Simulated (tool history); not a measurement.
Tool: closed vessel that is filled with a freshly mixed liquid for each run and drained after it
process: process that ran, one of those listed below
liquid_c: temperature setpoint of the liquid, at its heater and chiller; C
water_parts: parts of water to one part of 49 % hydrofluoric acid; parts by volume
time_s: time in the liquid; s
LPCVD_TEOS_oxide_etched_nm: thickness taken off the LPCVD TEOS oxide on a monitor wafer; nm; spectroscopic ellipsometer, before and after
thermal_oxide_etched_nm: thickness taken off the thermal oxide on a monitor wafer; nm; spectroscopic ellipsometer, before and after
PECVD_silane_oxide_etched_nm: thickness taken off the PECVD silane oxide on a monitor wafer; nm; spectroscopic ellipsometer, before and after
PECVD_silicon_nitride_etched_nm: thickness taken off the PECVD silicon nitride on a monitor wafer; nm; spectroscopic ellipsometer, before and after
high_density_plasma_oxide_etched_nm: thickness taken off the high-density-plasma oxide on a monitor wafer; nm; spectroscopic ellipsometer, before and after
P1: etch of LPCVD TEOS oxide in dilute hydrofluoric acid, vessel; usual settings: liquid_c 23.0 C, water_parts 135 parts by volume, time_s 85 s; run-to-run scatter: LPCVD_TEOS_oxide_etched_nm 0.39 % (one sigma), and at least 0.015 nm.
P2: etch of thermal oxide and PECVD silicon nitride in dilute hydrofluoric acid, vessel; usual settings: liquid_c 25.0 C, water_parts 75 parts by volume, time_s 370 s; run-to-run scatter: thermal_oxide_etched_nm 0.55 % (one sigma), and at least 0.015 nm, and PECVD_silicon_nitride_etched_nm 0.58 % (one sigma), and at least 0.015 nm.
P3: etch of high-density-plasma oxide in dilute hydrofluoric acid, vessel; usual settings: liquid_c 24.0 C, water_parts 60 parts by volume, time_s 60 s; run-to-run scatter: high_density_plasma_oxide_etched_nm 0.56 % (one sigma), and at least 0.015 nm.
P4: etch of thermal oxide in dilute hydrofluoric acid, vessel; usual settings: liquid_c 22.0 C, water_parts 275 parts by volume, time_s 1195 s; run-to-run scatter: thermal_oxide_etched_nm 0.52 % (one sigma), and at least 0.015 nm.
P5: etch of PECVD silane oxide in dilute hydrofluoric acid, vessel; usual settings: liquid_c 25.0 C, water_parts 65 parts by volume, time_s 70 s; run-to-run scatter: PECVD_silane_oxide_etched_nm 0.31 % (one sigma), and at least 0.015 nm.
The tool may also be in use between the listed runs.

run,hour,process,liquid_c,water_parts,time_s,hours since the thermometer was replaced,hours since the hydrofluoric acid flow meter was replaced,LPCVD_TEOS_oxide_etched_nm,thermal_oxide_etched_nm,PECVD_silane_oxide_etched_nm,PECVD_silicon_nitride_etched_nm,high_density_plasma_oxide_etched_nm
1,2.6,P1,23.0,135,85,691.9,195.4,10.8520,,,,
2,6.6,P4,22.0,275,1195,695.9,199.4,,16.1140,,,
3,8.7,P5,25.0,65,70,698.0,201.5,,,40.422,,
4,13.4,P1,23.0,135,45,702.7,206.2,5.7766,,,,
5,16.1,P1,23.0,45,85,705.4,208.9,36.4670,,,,
6,19.8,P2,25.0,135,370,709.1,212.6,,12.9220,,8.2904,
7,24.3,P2,25.0,75,125,713.6,217.1,,8.2948,,4.9329,
8,28.4,P1,28.5,135,85,717.7,221.2,13.4230,,,,
9,32.6,P1,23.0,135,130,721.9,225.4,16.7240,,,,
10,36.4,P5,31.0,65,70,725.7,229.2,,,51.364,,
11,39.0,P1,23.0,135,85,728.3,231.8,10.9450,,,,
12,43.3,P3,24.0,60,60,732.6,236.1,,,,,11.9770
13,47.7,P1,30.0,45,85,737.0,240.5,48.4720,,,,
14,50.9,P3,19.5,60,60,740.2,243.7,,,,,9.9197
15,54.7,P4,17.0,275,1195,744.0,247.5,,13.4710,,,
16,57.4,P1,23.0,135,85,746.7,250.2,10.8670,,,,
17,61.4,P1,23.0,195,85,750.7,254.2,7.0707,,,,
18,65.6,P1,17.0,70,85,754.9,258.4,17.6060,,,,
19,68.5,P2,31.0,75,370,757.8,261.3,,30.9900,,21.5650,
20,73.0,P3,24.0,90,60,762.3,265.8,,,,,7.6693
21,77.1,P4,22.0,155,1195,766.4,269.9,,32.2820,,,
22,81.7,P1,23.0,135,85,771.0,274.5,10.8380,,,,
23,84.2,P1,23.0,135,85,773.5,277.0,10.8690,,,,
24,86.5,P2,25.0,75,370,775.8,279.3,,24.9150,,14.7770,
25,88.9,P3,24.0,60,100,778.2,281.7,,,,,20.1290
26,93.1,P2,25.0,75,370,782.4,285.9,,24.8640,,14.5890,
27,97.3,P4,22.0,275,2255,786.6,290.1,,30.7540,,,
28,100.5,P1,18.5,135,85,789.8,293.3,9.0391,,,,

Forecast run 29:
29,103.8,P5,25.0,65,30,793.1,296.6,,,?,,

PECVD_silane_oxide_etched_nm: 17.373 nm

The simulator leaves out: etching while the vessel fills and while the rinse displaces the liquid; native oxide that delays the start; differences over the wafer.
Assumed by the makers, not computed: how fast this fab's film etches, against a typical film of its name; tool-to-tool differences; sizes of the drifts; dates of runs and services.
